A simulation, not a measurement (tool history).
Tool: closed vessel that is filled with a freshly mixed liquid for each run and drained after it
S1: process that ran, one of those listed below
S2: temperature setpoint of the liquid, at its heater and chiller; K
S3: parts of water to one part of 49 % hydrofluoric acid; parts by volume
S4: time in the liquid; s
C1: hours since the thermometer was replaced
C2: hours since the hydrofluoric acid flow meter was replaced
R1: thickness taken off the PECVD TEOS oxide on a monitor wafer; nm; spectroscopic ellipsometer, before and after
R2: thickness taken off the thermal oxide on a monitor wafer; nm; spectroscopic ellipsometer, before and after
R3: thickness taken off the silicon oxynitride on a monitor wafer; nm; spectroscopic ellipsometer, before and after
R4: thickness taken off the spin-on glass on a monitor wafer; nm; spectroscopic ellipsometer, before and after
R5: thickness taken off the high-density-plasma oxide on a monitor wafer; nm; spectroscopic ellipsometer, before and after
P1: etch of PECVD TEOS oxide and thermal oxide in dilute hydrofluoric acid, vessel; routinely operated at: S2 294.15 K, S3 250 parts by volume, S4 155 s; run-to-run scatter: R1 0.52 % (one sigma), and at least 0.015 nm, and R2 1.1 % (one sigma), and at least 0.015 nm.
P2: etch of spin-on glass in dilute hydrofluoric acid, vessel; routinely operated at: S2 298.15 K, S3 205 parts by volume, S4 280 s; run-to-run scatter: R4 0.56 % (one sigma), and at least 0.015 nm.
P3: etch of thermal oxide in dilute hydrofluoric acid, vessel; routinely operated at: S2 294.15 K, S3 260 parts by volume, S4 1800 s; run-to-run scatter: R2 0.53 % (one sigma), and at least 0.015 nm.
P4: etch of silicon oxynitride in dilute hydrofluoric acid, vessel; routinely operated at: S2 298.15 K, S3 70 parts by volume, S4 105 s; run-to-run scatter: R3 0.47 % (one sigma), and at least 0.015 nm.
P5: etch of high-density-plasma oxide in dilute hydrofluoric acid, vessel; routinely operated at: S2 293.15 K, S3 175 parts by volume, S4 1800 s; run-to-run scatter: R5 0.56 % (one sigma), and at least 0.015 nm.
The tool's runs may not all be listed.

run   hour  S1      S2   S3    S4     C1     C2      R1       R2      R3      R4      R5
  1    9.5  P1  294.15  250   155  112.7  789.7  8.8244    2.149
  2   20.1  P4  298.15   70   105  123.3  800.3                   4.3881
  3   29.8  P1  294.15  250   155    133    810  8.8539   2.1258
  4   39.4  P2  298.15   85   280  142.6  819.6                           139.81
  5   51.4  P1  294.15  120   155  154.6  831.6  21.168   5.1028
  6   61.4  P1  294.15  250    30  164.6  841.6  1.7151  0.41442
  7   69.9  P5  293.15  270  1800  173.1  850.1                                   24.468
  8   75.5  P4  298.15   70   105  178.7  855.7                   4.3829
  9   84.6  P3  294.15  405  1800  187.8  864.8           14.231
 10   92.2  P1  297.65  250   155  195.4  872.4  10.131   2.3986
 11  104.2  P1  299.15  250   275  207.4  884.4   18.87   4.5718
 12  112.2  P1  294.15  250   155  215.4  892.4  8.9408   2.1448
 13  123.5  P4  293.65   70   105  226.7  903.7                   3.4971
 14  134.5  P1  294.15  375   155  237.7  914.7  5.2939   1.2969
 15  141.1  P1  294.15   55    45  244.3  921.3  14.481    3.509
 16  153.1  P1  294.15  250   155  256.3  933.3  8.9202   2.1113
     157.3  -- hydrofluoric acid flow meter replaced
 17  159.2  P1  290.15  250   255  262.4      2  12.524   2.9819
 18  170.2  P3  294.15  260  1800  273.4     13           25.609
 19  175.9  P5  293.15  175  2790  279.1   18.7                                   62.977
 20  186.4  P3  298.15  260  1800  289.6   29.2           29.465
 21  195.3  P4  298.15   70   175  298.5   38.1                   7.3683
 22  205.2  P5  293.15  175  1800  308.4     48                                   40.891
 23    211  P3  294.15  260  1800  314.2   53.8           25.449
 24  221.8  P2  291.15  205   280    325   64.6                           38.443

Run 25 comes next. What will it give?
 25  227.3  P1  290.15  250  155  330.5  70.1   ?   ?

R1: 7.5883 nm
R2: 1.8639 nm
